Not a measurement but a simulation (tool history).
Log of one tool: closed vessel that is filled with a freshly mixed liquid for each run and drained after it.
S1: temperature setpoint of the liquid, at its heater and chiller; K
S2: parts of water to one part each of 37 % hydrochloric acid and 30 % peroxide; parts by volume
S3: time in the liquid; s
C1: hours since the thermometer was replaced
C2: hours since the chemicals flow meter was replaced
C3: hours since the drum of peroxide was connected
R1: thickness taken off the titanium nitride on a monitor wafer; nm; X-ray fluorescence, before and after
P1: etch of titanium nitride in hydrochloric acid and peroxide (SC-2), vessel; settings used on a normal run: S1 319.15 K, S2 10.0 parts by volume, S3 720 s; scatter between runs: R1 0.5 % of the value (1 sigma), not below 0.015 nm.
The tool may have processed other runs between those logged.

{"run": 1, "hour": 15.0, "S1": 319.15, "S2": 10.0, "S3": 720, "C1": 936.1, "C2": 489.7, "C3": 886.6, "R1": 8.2668}
{"run": 2, "hour": 32.3, "S1": 319.15, "S2": 10.0, "S3": 720, "C1": 953.4, "C2": 507.0, "C3": 903.9, "R1": 8.2122}
{"run": 3, "hour": 49.9, "S1": 330.65, "S2": 10.0, "S3": 1240, "C1": 971.0, "C2": 524.6, "C3": 921.5, "R1": 29.936}
{"run": 4, "hour": 58.6, "S1": 319.15, "S2": 14.0, "S3": 720, "C1": 979.7, "C2": 533.3, "C3": 930.2, "R1": 6.1177}
{"run": 5, "hour": 68.2, "S1": 319.15, "S2": 10.0, "S3": 720, "C1": 989.3, "C2": 542.9, "C3": 939.8, "R1": 8.2907}
{"run": 6, "hour": 76.4, "S1": 308.15, "S2": 10.0, "S3": 275, "C1": 997.5, "C2": 551.1, "C3": 948.0, "R1": 1.4339}
{"run": 7, "hour": 84.7, "S1": 334.15, "S2": 10.0, "S3": 720, "C1": 1005.8, "C2": 559.4, "C3": 956.3, "R1": 21.849}
{"run": 8, "hour": 101.5, "S1": 319.15, "S2": 10.0, "S3": 720, "C1": 1022.6, "C2": 576.2, "C3": 973.1, "R1": 8.1928}
{"run": 9, "hour": 117.5, "S1": 319.15, "S2": 10.0, "S3": 55, "C1": 1038.6, "C2": 592.2, "C3": 989.1, "R1": 0.66235}
{"run": 10, "hour": 130.9, "S1": 308.15, "S2": 10.0, "S3": 720, "C1": 1052.0, "C2": 605.6, "C3": 1002.5, "R1": 3.772}
{"run": 11, "hour": 144.7, "S1": 319.15, "S2": 10.0, "S3": 720, "C1": 1065.8, "C2": 619.4, "C3": 1016.3, "R1": 8.0898}
{"run": 12, "hour": 158.0, "S1": 319.15, "S2": 10.0, "S3": 1335, "C1": 1079.1, "C2": 632.7, "C3": 1029.6, "R1": 15.204}
{"run": 13, "hour": 175.6, "S1": 319.15, "S2": 4.0, "S3": 720, "C1": 1096.7, "C2": 650.3, "C3": 1047.2, "R1": 16.291}

Run 14, settings as shown, results not yet in. Your forecast:
{"run": 14, "hour": 193.2, "S1": 329.65, "S2": 17.5, "S3": 720, "C1": 1114.3, "C2": 667.9, "C3": 1064.8, "R1": "?"}

R1: 10.03800 nm
